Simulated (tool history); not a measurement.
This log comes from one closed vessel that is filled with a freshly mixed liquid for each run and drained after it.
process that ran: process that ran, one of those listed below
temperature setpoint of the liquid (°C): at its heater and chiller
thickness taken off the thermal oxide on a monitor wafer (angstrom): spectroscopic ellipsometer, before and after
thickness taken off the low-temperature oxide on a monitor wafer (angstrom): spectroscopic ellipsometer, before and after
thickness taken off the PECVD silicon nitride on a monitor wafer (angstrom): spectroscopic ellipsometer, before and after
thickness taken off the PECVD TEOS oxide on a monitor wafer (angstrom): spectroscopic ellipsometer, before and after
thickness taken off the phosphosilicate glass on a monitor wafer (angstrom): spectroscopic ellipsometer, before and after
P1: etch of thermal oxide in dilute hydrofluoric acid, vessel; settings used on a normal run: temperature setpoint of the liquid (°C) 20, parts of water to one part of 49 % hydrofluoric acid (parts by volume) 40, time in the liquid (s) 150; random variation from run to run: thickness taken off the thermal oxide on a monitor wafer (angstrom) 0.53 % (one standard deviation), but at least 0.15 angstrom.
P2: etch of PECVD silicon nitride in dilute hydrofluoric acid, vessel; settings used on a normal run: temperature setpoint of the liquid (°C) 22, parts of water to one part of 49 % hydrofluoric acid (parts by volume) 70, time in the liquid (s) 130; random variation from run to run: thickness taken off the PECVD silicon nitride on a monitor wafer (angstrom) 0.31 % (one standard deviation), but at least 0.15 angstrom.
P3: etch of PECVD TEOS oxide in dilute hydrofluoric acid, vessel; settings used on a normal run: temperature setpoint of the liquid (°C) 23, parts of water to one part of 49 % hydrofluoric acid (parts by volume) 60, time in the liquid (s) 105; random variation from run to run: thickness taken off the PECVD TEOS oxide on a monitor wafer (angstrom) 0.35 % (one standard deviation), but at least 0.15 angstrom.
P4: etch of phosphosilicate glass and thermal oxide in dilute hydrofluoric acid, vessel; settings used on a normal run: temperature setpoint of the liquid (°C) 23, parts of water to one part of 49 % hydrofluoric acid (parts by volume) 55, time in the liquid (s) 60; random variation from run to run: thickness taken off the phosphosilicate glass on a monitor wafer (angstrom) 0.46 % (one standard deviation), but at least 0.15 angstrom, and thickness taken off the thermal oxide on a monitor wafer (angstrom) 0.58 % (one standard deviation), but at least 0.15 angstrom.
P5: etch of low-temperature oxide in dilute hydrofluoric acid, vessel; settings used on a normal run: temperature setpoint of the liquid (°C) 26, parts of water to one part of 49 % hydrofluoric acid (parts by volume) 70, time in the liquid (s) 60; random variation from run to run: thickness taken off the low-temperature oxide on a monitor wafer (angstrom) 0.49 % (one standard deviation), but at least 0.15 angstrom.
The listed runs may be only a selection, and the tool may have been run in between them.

run	hour	process that ran	temperature setpoint of the liquid (°C)	parts of water to one part of 49 % hydrofluoric acid (parts by volume)	time in the liquid (s)	thickness taken off the thermal oxide on a monitor wafer (angstrom)	thickness taken off the low-temperature oxide on a monitor wafer (angstrom)	thickness taken off the PECVD silicon nitride on a monitor wafer (angstrom)	thickness taken off the PECVD TEOS oxide on a monitor wafer (angstrom)	thickness taken off the phosphosilicate glass on a monitor wafer (angstrom)
1	14.4	P1	20	40	150	153.5				
2	30.5	P5	26	20	60		965.61			
3	38.8	P2	22	70	130			79.132		
4	51.4	P3	30.5	60	105				470.49	
5	65.8	P3	23	60	30				100.14	
6	82.5	P1	20	40	300	304.63				
7	92.9	P1	27.5	70	150	114.65				
8	103.9	P4	23	55	30	25.151				910.94
9	118.9	P4	23	55	60	50.204				1803
10	129.5	P1	20	20	150	311.84				
11	139.4	P4	23	30	60	93.714				3414.1
12	152.7	P1	20	40	150	153.12				
13	167	P1	17	40	215	194.32				
14	181.4	P1	20	40	150	154.05				
15	195.8	P3	23	110	105				179.3	
16	205.4	P5	26	70	60		259.86			
17	214.7	P5	26	70	90		388.72			
18	224	P1	17	40	50	45.128				
19	237.3	P1	17	40	150	134.15				
20	250.8	P2	22	70	210			127.31		
21	266.5	P5	26	70	60		259.48			
22	277.2	P1	20	40	150	153.28				
23	287.9	P4	17	55	60	39.042				1403.7
24	297.7	P1	20	40	50	51.379				
25	307.6	P1	28	40	150	215.48				
26	315.7	P1	20	40	150	154.51				
27	330.1	P2	22	20	130			266.37		
28	340.6	P1	20	70	150	84.606				
29	352.9	P2	17.5	70	130			57.804		
30	368.1	P3	23	60	105				348.1	
31	376.1	P5	19	70	60		194.6			
32	393.5	P1	20	40	150	153.7				
33	403.1	P1	20	40	150	155.55				
34	411.1	P1	20	40	150	159.27				
35	428.9	P1	20	40	150	161.51				
36	440.5	P1	20	40	150	162.88				
37	456.6	P1	20	40	150	162.56				
38	473.8	P1	20	40	150	164.11				
39	488.9	P1	20	40	150	165.79				
40	497.6	P1	20	40	150	164.57				
41	508.5	P1	20	40	150	163.73				
42	525.6	P1	20	40	150	165.14				

P1 no longer gives what it gave before; its output has crept away from where it was. The following 2 causes, each at its listed size, fit the log equally well:
A: hydrofluoric acid flow above the setpoint (%) = 6.54
B: liquid hotter than its thermometer reads (K) = 1.56
The process output started creeping at around hour 393.5.

Listed below are the offered check runs, one wafer per run, with question marks in place of results. For which of them would the causes give clearly different outcomes?
check 1	542.7	P2	22	25	130			?		
check 2	542.7	P3	29.5	60	105				?	
check 3	542.7	P4	23	35	30	?				?
check 4	542.7	P5	21	20	60		?			

Check results expected under each cause:
check	result	if A	if B
check 1	thickness taken off the PECVD silicon nitride on a monitor wafer (angstrom)	228.62	239.62
check 2	thickness taken off the PECVD TEOS oxide on a monitor wafer (angstrom)	485.72	481.7
check 3	thickness taken off the thermal oxide on a monitor wafer (angstrom)	43.062	43.014
check 3	thickness taken off the phosphosilicate glass on a monitor wafer (angstrom)	1554.6	1552.9
check 4	thickness taken off the low-temperature oxide on a monitor wafer (angstrom)	840.27	841.88
Distance between the nearest two causes, measured in the result of the check that separates them most: check 1 4.7 %; check 2 0.83 %; check 3 0.11 %; check 4 0.19 %
Only in check 1 would the causes give clearly different results; in the remaining checks their results would be nearly the same.

Then check 1 was run and gave: thickness taken off the PECVD silicon nitride on a monitor wafer (angstrom) 229. Which cause is it?

It was cause A: hydrofluoric acid flow above the setpoint (%).
